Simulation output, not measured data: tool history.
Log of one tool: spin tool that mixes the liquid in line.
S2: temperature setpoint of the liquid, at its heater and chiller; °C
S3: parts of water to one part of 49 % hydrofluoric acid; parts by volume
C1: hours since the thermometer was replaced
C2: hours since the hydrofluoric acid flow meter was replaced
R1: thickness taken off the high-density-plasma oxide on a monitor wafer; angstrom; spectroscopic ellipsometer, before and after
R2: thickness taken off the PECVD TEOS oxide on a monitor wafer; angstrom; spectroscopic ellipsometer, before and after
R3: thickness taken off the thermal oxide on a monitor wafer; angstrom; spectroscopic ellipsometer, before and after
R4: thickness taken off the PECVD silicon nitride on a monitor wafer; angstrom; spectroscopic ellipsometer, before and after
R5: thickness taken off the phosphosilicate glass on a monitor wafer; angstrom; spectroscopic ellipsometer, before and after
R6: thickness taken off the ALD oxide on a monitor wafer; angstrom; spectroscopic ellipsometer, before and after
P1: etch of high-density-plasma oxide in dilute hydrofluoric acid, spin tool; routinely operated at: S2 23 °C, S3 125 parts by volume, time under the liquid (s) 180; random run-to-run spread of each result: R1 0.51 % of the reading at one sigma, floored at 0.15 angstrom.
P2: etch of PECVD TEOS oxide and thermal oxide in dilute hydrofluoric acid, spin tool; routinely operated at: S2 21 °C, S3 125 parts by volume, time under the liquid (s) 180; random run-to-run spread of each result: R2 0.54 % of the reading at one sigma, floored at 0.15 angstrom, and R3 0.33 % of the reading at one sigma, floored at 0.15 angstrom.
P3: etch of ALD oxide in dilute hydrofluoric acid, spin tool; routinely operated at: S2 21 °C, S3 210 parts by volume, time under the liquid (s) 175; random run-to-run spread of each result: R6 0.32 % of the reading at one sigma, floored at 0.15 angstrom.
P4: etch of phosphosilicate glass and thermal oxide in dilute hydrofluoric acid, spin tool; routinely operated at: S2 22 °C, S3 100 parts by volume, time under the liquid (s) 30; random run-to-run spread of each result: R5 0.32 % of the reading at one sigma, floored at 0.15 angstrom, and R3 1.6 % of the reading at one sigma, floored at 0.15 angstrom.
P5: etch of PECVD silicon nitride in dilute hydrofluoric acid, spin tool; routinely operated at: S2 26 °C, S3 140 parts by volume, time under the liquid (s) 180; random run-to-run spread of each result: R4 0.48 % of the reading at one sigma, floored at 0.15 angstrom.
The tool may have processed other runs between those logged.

Run 1, hour 16.6: process that ran P1, S2 23 °C, S3 125 parts by volume, time under the liquid (s) 180; C1 1238.2; C2 535.4. Result: R1 68.458 angstrom.
Run 2, hour 34.8: process that ran P2, S2 26 °C, S3 125 parts by volume, time under the liquid (s) 180; C1 1256.4; C2 553.6. Result: R2 128.86 angstrom, R3 75.243 angstrom.
Run 3, hour 51.2: process that ran P5, S2 26 °C, S3 240 parts by volume, time under the liquid (s) 180; C1 1272.8; C2 570. Result: R4 25.612 angstrom.
Run 4, hour 65.6: process that ran P1, S2 23 °C, S3 125 parts by volume, time under the liquid (s) 180; C1 1287.2; C2 584.4. Result: R1 67.935 angstrom.
Run 5, hour 76.9: process that ran P1, S2 23 °C, S3 125 parts by volume, time under the liquid (s) 180; C1 1298.5; C2 595.7. Result: R1 68.602 angstrom.
Run 6, hour 94.8: process that ran P1, S2 23 °C, S3 210 parts by volume, time under the liquid (s) 180; C1 1316.4; C2 613.6. Result: R1 37.652 angstrom.
Run 7, hour 110.3: process that ran P2, S2 21 °C, S3 125 parts by volume, time under the liquid (s) 180; C1 1331.9; C2 629.1. Result: R2 104.79 angstrom, R3 61.715 angstrom.
Run 8, hour 126: process that ran P5, S2 26 °C, S3 140 parts by volume, time under the liquid (s) 180; C1 1347.6; C2 644.8. Result: R4 43.492 angstrom.
Run 9, hour 140.8: process that ran P1, S2 17 °C, S3 125 parts by volume, time under the liquid (s) 180; C1 1362.4; C2 659.6. Result: R1 54.36 angstrom.
Run 10, hour 157.2: process that ran P1, S2 28.5 °C, S3 125 parts by volume, time under the liquid (s) 180; C1 1378.8; C2 676. Result: R1 84.767 angstrom.
Run 11, hour 166.6: process that ran P1, S2 23 °C, S3 125 parts by volume, time under the liquid (s) 55; C1 1388.2; C2 685.4. Result: R1 20.783 angstrom.
Run 12, hour 176.1: process that ran P1, S2 30 °C, S3 80 parts by volume, time under the liquid (s) 180; C1 1397.7; C2 694.9. Result: R1 148.79 angstrom.
Run 13, hour 192.3: process that ran P2, S2 21 °C, S3 125 parts by volume, time under the liquid (s) 30; C1 1413.9; C2 711.1. Result: R2 17.752 angstrom, R3 10.172 angstrom.
Run 14, hour 206.2: process that ran P5, S2 26 °C, S3 140 parts by volume, time under the liquid (s) 15; C1 1427.8; C2 725. Result: R4 3.7025 angstrom.
Run 15, hour 214.8: process that ran P1, S2 23 °C, S3 125 parts by volume, time under the liquid (s) 180; C1 1436.4; C2 733.6. Result: R1 67.907 angstrom.
Run 16, hour 232.4: process that ran P4, S2 22 °C, S3 175 parts by volume, time under the liquid (s) 30; C1 1454; C2 751.2. Result: R3 7.0597 angstrom, R5 100.53 angstrom.
Run 17, hour 246.7: process that ran P1, S2 23 °C, S3 125 parts by volume, time under the liquid (s) 180; C1 1468.3; C2 765.5. Result: R1 68.636 angstrom.
Run 18, hour 262.4: process that ran P3, S2 21 °C, S3 365 parts by volume, time under the liquid (s) 175; C1 1484; C2 781.2. Result: R6 95.06 angstrom.
Run 19, hour 273.5: process that ran P1, S2 23 °C, S3 125 parts by volume, time under the liquid (s) 335; C1 1495.1; C2 792.3. Result: R1 128.31 angstrom.
Run 20, hour 288.1: process that ran P4, S2 17 °C, S3 100 parts by volume, time under the liquid (s) 30; C1 1509.7; C2 806.9. Result: R3 10.473 angstrom, R5 156.21 angstrom.
Run 21, hour 299.6: process that ran P4, S2 22 °C, S3 100 parts by volume, time under the liquid (s) 55; C1 1521.2; C2 818.4. Result: R3 24.113 angstrom, R5 347.61 angstrom.
Run 22, hour 318.4: process that ran P3, S2 21 °C, S3 210 parts by volume, time under the liquid (s) 35; C1 1540; C2 837.2. Result: R6 37.618 angstrom.
Run 23, hour 329.1: process that ran P5, S2 26 °C, S3 140 parts by volume, time under the liquid (s) 180; C1 1550.7; C2 847.9. Result: R4 43.23 angstrom.
Run 24, hour 348: process that ran P1, S2 23 °C, S3 125 parts by volume, time under the liquid (s) 180; C1 1569.6; C2 866.8. Result: R1 68.366 angstrom.
Run 25, hour 362.4: process that ran P2, S2 21 °C, S3 220 parts by volume, time under the liquid (s) 180; C1 1584; C2 881.2. Result: R2 54.027 angstrom, R3 32.003 angstrom.
Run 26, hour 381.4: process that ran P1, S2 23 °C, S3 75 parts by volume, time under the liquid (s) 180; C1 1603; C2 900.2. Result: R1 120.05 angstrom.
Run 27, hour 397.2: process that ran P5, S2 20.5 °C, S3 140 parts by volume, time under the liquid (s) 180; C1 1618.8; C2 916. Result: R4 30.279 angstrom.
Run 28, hour 408.2: process that ran P3, S2 21 °C, S3 210 parts by volume, time under the liquid (s) 175; C1 1629.8; C2 927. Result: R6 188.99 angstrom.
Run 29, hour 418: process that ran P1, S2 28 °C, S3 125 parts by volume, time under the liquid (s) 40; C1 1639.6; C2 936.8. Result: R1 18.371 angstrom.
Run 30, hour 428.6: process that ran P3, S2 17 °C, S3 210 parts by volume, time under the liquid (s) 175; C1 1650.2; C2 947.4. Result: R6 161.89 angstrom.
Run 31, hour 439.7: process that ran P4, S2 22 °C, S3 100 parts by volume, time under the liquid (s) 30; C1 1661.3; C2 958.5. Result: R3 13.031 angstrom, R5 192.2 angstrom.
Run 32, hour 451.4: process that ran P1, S2 23 °C, S3 125 parts by volume, time under the liquid (s) 180; C1 1673; C2 970.2. Result: R1 67.768 angstrom.
Run 33, hour 466.5: process that ran P1, S2 23 °C, S3 125 parts by volume, time under the liquid (s) 180; C1 1688.1; C2 985.3. Result: R1 70.7 angstrom.
Run 34, hour 479.3: process that ran P1, S2 23 °C, S3 125 parts by volume, time under the liquid (s) 180; C1 1700.9; C2 998.1. Result: R1 71.077 angstrom.
Run 35, hour 490.7: process that ran P1, S2 23 °C, S3 125 parts by volume, time under the liquid (s) 180; C1 1712.3; C2 1009.5. Result: R1 72.15 angstrom.
Run 36, hour 507.8: process that ran P1, S2 23 °C, S3 125 parts by volume, time under the liquid (s) 180; C1 1729.4; C2 1026.6. Result: R1 72.562 angstrom.
Run 37, hour 522.6: process that ran P1, S2 23 °C, S3 125 parts by volume, time under the liquid (s) 180; C1 1744.2; C2 1041.4. Result: R1 72.339 angstrom.
Run 38, hour 533.6: process that ran P1, S2 23 °C, S3 125 parts by volume, time under the liquid (s) 180; C1 1755.2; C2 1052.4. Result: R1 72.207 angstrom.
Run 39, hour 543.8: process that ran P1, S2 23 °C, S3 125 parts by volume, time under the liquid (s) 180; C1 1765.4; C2 1062.6. Result: R1 72.419 angstrom.
Run 40, hour 558: process that ran P1, S2 23 °C, S3 125 parts by volume, time under the liquid (s) 180; C1 1779.6; C2 1076.8. Result: R1 72.742 angstrom.

Something has made what P1 gives creep away from where it was; the 2 causes below, each at its own stated size, fit the log equally well:
A: hydrofluoric acid flow above the setpoint (%) = 5.41
B: liquid hotter than its thermometer reads (K) = 1.55
The drift started at roughly hour 451.4.

Which of the check runs below tells the causes apart, meaning the causes would give it clearly different results? Each run uses 2 wafers whose results are averaged, and each result is shown as a question mark.
Run check 1, hour 572.2: process that ran P5, S2 26 °C, S3 240 parts by volume, time under the liquid (s) 180. Result: R4 ?.
Run check 2, hour 572.2: process that ran P2, S2 21 °C, S3 210 parts by volume, time under the liquid (s) 180. Result: R2 ?, R3 ?.
Run check 3, hour 572.2: process that ran P4, S2 22 °C, S3 150 parts by volume, time under the liquid (s) 30. Result: R3 ?, R5 ?.
Run check 4, hour 572.2: process that ran P3, S2 17 °C, S3 210 parts by volume, time under the liquid (s) 175. Result: R6 ?.

Expected result of each check under each candidate cause:
  check  result    if A    if B
check 1      R4  26.551   27.67
check 2      R2  61.195  60.882
check 2      R3  35.842  35.659
check 3      R3  8.8349  8.8248
check 3      R5  128.18  128.03
check 4      R6  172.46  172.19
Smallest distance between any two causes, each pair judged by its most separating result, in per cent: check 1 4.13 %; check 2 0.51 %; check 3 0.11 %; check 4 0.15 %
Only in check 1 would the causes give clearly different results; in the remaining checks their results would be nearly the same.

With check 1 done, the readings were: R4 27.672 angstrom. Identify which of the listed causes applies.

Of the candidate causes, it is B: liquid hotter than its thermometer reads (K).
